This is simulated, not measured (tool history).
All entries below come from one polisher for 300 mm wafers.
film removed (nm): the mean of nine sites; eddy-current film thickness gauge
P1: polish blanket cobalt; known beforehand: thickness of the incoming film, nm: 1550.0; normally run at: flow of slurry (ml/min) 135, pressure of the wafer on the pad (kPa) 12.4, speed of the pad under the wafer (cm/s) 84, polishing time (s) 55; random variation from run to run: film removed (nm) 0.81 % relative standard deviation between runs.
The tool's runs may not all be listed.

run,hour,flow of slurry (ml/min),pressure of the wafer on the pad (kPa),speed of the pad under the wafer (cm/s),polishing time (s),wafers polished on this pad,hours since the slurry nozzle was cleaned,hours since the head pressure was calibrated,film removed (nm)
1,7.2,135,12.4,84,55,202,145.7,92.3,196.200
2,16.7,135,12.4,84,55,288,155.2,101.8,195.310
3,27.2,135,12.4,84,55,383,165.7,112.3,195.920
4,39.9,135,12.4,44,36,498,178.4,125.0,67.688
5,53.4,135,12.4,84,55,620,191.9,138.5,193.400
6,65.7,135,12.4,84,80,731,204.2,150.8,278.410
# hour 67.0: slurry nozzle cleaned
7,76.4,175,12.4,84,55,828,9.5,161.5,202.190
8,86.1,135,6.9,84,55,916,19.2,171.2,108.200
9,101.5,135,12.4,48,55,1055,34.6,186.6,112.010
10,115.9,135,12.4,128,55,1185,49.0,201.0,301.600
11,123.0,135,16.5,84,55,1250,56.1,208.1,255.970
12,134.5,135,12.4,84,25,1354,67.6,219.6,89.410
13,149.0,80,12.4,84,55,1485,82.1,234.1,172.290
14,159.2,135,12.4,84,55,1577,92.3,244.3,193.110
15,166.3,135,12.4,84,55,1641,99.4,251.4,195.570
16,175.4,135,12.4,84,55,1724,108.5,260.5,196.960
17,186.2,135,12.4,84,55,1821,119.3,271.3,187.610
18,194.1,135,12.4,84,55,1893,127.2,279.2,187.210
19,206.4,135,12.4,84,55,2004,139.5,291.5,183.420
20,213.3,135,12.4,84,55,2066,146.4,298.4,185.220
21,221.4,135,12.4,84,55,2140,154.5,306.5,184.700
22,236.2,135,12.4,84,55,2274,169.3,321.3,181.300
23,247.6,135,12.4,84,55,2377,180.7,332.7,182.750
# hour 255.3: head pressure recalibrated
24,259.8,135,12.4,84,55,2487,192.9,4.5,182.380
25,271.9,135,12.4,84,55,2596,205.0,16.6,179.200
26,286.7,135,12.4,84,55,2730,219.8,31.4,180.590

What P1 gives has crept away from where it was. These 2 causes fit the log equally well, each at the size given:
A: slurry flow missing at the pad, % = 30.3
B: removal rate lost through wear of the pad, % = 7.87
At approximately hour 175.4, the process output began to creep.
The rest of the possible causes, and what rules out each one:
head's pressure below its setpoint, %: maintenance at hour 255.3, after the shift began, did not return the process to its former output

The 4 check runs listed below each average the results of 2 wafers, and their outcomes are marked with question marks. Under which run would the listed causes produce clearly different results?
check 1,301.5,135,12.4,126,55,,,,?
check 2,301.5,80,12.4,114,55,,,,?
check 3,301.5,135,12.4,84,27,,,,?
check 4,301.5,135,8.3,84,73,,,,?

Expected result of each check under each candidate cause:
check,result,if A,if B
check 1,film removed (nm),270.020,269.950
check 2,film removed (nm),205.230,214.930
check 3,film removed (nm),88.369,88.348
check 4,film removed (nm),159.280,159.240
Smallest distance between any two causes, each pair judged by its most separating result, in per cent: check 1 0.02 %; check 2 4.62 %; check 3 0.02 %; check 4 0.02 %
Of the check runs offered, only check 2 discriminates between the causes; the rest would read about the same regardless of which cause applies.

Here is what check 2 returned: film removed (nm) 217.190. Which cause is it?

The cause is B: removal rate lost through wear of the pad, %.

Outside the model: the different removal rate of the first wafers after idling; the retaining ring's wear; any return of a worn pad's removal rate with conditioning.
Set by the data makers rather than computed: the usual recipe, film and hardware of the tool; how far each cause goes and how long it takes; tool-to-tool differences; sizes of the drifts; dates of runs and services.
